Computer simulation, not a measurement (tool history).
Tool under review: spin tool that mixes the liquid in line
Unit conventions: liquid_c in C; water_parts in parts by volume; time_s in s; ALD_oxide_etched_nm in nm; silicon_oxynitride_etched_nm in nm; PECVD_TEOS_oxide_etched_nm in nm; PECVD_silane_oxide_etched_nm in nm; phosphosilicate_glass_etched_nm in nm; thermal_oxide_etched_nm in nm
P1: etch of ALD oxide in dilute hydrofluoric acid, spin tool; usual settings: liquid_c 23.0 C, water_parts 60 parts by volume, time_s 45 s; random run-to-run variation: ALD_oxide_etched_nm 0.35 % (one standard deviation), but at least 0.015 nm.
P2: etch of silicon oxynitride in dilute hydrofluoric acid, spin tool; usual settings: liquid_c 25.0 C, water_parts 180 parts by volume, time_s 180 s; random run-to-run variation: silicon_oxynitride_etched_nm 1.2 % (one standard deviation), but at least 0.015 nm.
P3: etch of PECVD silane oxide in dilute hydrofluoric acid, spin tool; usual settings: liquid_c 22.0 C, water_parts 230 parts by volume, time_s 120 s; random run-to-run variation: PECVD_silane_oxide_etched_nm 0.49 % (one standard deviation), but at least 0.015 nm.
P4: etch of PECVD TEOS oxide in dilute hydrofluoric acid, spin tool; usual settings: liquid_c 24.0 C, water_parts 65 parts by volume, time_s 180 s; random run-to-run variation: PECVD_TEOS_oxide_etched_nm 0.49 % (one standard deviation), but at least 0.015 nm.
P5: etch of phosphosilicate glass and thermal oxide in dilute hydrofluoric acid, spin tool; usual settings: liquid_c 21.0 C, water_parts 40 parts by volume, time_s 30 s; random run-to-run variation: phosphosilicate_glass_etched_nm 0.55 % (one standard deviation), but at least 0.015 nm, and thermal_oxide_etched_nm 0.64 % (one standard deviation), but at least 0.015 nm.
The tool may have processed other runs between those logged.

run	day	process	liquid_c	water_parts	time_s	ALD_oxide_etched_nm	silicon_oxynitride_etched_nm	PECVD_TEOS_oxide_etched_nm	PECVD_silane_oxide_etched_nm	phosphosilicate_glass_etched_nm	thermal_oxide_etched_nm
1	0.271	P1	23.0	60	45	11.4720					
2	0.517	P1	23.0	60	45	11.4350					
3	0.662	P1	23.0	35	45	20.2320					
4	0.838	P1	23.0	60	15	3.8085					
5	1.025	P2	33.0	180	180		2.67200				
6	1.217	P4	24.0	65	180			24.4980			
7	1.454	P3	22.0	230	230				21.4180		
8	1.708	P3	22.0	405	120				5.4077		
9	1.954	P5	21.0	40	30					66.700	3.7708
10	2.175	P1	23.0	60	45	11.4270					
11	2.329	P4	24.0	65	60			8.1487			
12	2.617	P1	23.0	95	45	6.9082					
13	2.846	P1	18.5	60	45	9.4894					
14	2.992	P5	21.0	70	30					36.812	2.0706
15	3.183	P1	23.0	60	45	11.4450					
16	3.312	P3	17.0	230	120				9.2922		
17	3.567	P1	30.5	60	45	15.4410					
18	3.762	P4	17.0	65	180			18.0690			
19	3.971	P3	22.0	230	120				11.2100		
20	4.162	P1	23.0	20	25	20.1790					
21	4.338	P5	21.0	40	30					66.588	3.7630
22	4.567	P1	23.0	60	45	11.4100					
23	4.842	P2	25.0	110	180		3.21860				
24	5.117	P5	21.0	40	15					33.226	1.8863
25	5.283	P1	17.0	95	45	5.4077					
26	5.433	P1	23.0	60	80	20.3580					
27	5.562	P2	25.0	180	180		1.85890				
28	5.750	P4	24.0	35	180			47.2450			
29	6.038	P1	23.0	85	15	2.5982					
30	6.238	P5	17.0	40	30					56.058	3.1498
31	6.388	P2	25.0	180	60		0.63255				
32	6.608	P1	23.0	60	45	11.5240					
33	6.750	P1	23.0	60	45	11.1270					
34	7.004	P1	23.0	60	45	10.7510					
35	7.167	P1	23.0	60	45	10.6050					
36	7.379	P1	23.0	60	45	10.5060					
37	7.633	P1	23.0	60	45	10.4570					
38	7.804	P1	23.0	60	45	10.3530					
39	7.975	P1	23.0	60	45	10.3950					
40	8.154	P1	23.0	60	45	10.3790					

P1 no longer gives what it gave before; its output has crept away from where it was. The following 2 causes, each at its listed size, fit the log equally well:
A: liquid colder than its thermometer reads (K) = 2.41
B: hydrofluoric acid flow below the setpoint (%) = 8.84
The creep began at about day 6.608.

Of the 4 check runs below, each run on 2 wafers with the results averaged and each result still a question mark, which one would tell the listed causes apart?
check 1	8.333	P4	24.0	65	110			?			
check 2	8.333	P5	18.0	40	15					?	?
check 3	8.333	P2	28.0	180	180		?				
check 4	8.333	P3	22.0	325	165				?		

Check results expected under each cause:
check	result	if A	if B
check 1	PECVD_TEOS_oxide_etched_nm	13.4680	13.4460
check 2	phosphosilicate_glass_etched_nm	26.375	26.603
check 2	thermal_oxide_etched_nm	1.4913	1.5042
check 3	silicon_oxynitride_etched_nm	1.92860	1.92480
check 4	PECVD_silane_oxide_etched_nm	9.1408	8.8263
Distance between the nearest two causes, measured in the result of the check that separates them most: check 1 0.16 %; check 2 0.86 %; check 3 0.19 %; check 4 3.5 %
Of the check runs offered, only check 4 discriminates between the causes; the rest would read about the same regardless of which cause applies.

Then check 4 was run and gave: PECVD_silane_oxide_etched_nm 9.1471 nm. Which cause is it?

It is A: liquid colder than its thermometer reads (K).

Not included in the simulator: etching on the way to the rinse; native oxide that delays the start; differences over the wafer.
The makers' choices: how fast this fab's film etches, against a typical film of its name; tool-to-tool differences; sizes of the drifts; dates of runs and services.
